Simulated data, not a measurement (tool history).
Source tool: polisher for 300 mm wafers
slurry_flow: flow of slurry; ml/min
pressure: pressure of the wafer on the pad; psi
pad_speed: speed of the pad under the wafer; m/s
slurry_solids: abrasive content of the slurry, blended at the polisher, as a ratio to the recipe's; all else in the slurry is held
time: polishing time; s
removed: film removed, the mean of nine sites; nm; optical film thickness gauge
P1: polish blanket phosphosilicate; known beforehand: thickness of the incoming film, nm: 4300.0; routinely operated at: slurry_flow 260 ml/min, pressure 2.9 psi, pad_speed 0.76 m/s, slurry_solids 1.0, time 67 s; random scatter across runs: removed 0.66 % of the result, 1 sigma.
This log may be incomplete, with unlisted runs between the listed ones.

run    day  slurry_flow  pressure  pad_speed  slurry_solids  time  removed
  1  0.225          260       2.9       0.76            1.0    67   441.39
  2  0.471          410       2.9       0.76            1.0    67   456.03
  3  0.700          260       2.9       0.40            1.0    67   261.34
  4  0.883          260       2.9       0.76            1.0    67   436.30
  5  1.092          260       2.9       0.76            1.0    92   600.89
  6  1.279          260       2.9       1.12            1.0    67   596.24
  7  1.483          260       2.9       0.76            1.0    67   437.26
     1.525  -- conditioning disc replaced and pad reconditioned
  8  1.846          260       2.9       0.76            1.0    67   434.27
  9  2.092          260       2.9       0.76            1.0    43   280.47
 10  2.400          260       4.5       0.76            1.0    67   682.76
 11  2.796          260       1.8       0.76            1.0    47   189.62
 12  3.021          260       2.9       0.76            1.0    67   434.42
 13  3.300          260       2.9       0.76            1.0    67   440.93
 14  3.550          260       1.3       0.76            1.0    67   197.74
     3.825  -- head pressure recalibrated
 15  3.871          260       2.9       0.76            1.5    67   518.99
 16  4.138          260       2.9       0.76            1.0    67   438.61
 17  4.325          155       2.9       0.76            1.0    67   409.05
 18  4.608          260       2.9       0.76            0.6    67   337.90
 19  4.892          260       2.9       0.76            1.0    67   439.63
 20  5.192          260       2.9       0.76            1.0    67   429.73
 21  5.450          260       2.9       0.76            1.0    67   417.79
 22  5.658          260       2.9       0.76            1.0    67   405.79
 23  6.042          260       2.9       0.76            1.0    67   400.86
     6.129  -- slurry nozzle cleaned
 24  6.404          260       2.9       0.76            1.0    67   395.12
     6.508  -- worn pad replaced by a new one
     6.729  -- conditioning disc replaced and pad reconditioned
 25  6.779          260       2.9       0.76            1.0    67   396.30
 26  7.021          260       2.9       0.76            1.0    67   393.08
 27  7.308          260       2.9       0.76            1.0    67   391.06
 28  7.621          260       2.9       0.76            1.0    67   390.23

What P1 gives has crept off from where it sat before. The 2 causes that follow fit the log equally well, each at the size noted:
A: abrasive missing from the slurry, % = 21.5
B: head's pressure below its setpoint, % = 11.1
The onset of the drift is placed at about day 4.892.
Excluded causes, each with its reason:
removal rate lost through wear of the pad, %: serviced at day 6.508, which brought nothing back
slurry flow missing at the pad, %: serviced at day 6.129, which brought nothing back
time polished since the conditioner stopped cutting, s: serviced at day 6.729, which brought nothing back

Which of the 4 check runs listed below, each an average over 5 wafers with its results shown as question marks, gives clearly different results under the different listed causes?
check 1  7.933          260       2.9       0.76           1.45    67        ?
check 2  7.933          260       4.5       0.76           1.00    67        ?
check 3  7.933          385       4.2       0.76           1.00    67        ?
check 4  7.933          260       1.3       0.76           1.00    67        ?

If the cause were each of the candidates in turn, the checks would give the following:
  check   result    if A    if B
check 1  removed  465.37  455.07
check 2  removed  606.73  606.53
check 3  removed  585.76  585.57
check 4  removed  175.28  175.22
Minimum pairwise separation of causes per check, each pair taken at its best-separating result: check 1 2.24 %; check 2 0.03 %; check 3 0.03 %; check 4 0.03 %
The causes can be told apart only by check 1. The other checks would give nearly the same results under each of them.

Then check 1 was run and gave: removed 464.85 nm. Which cause is it?

It is A: abrasive missing from the slurry, %.
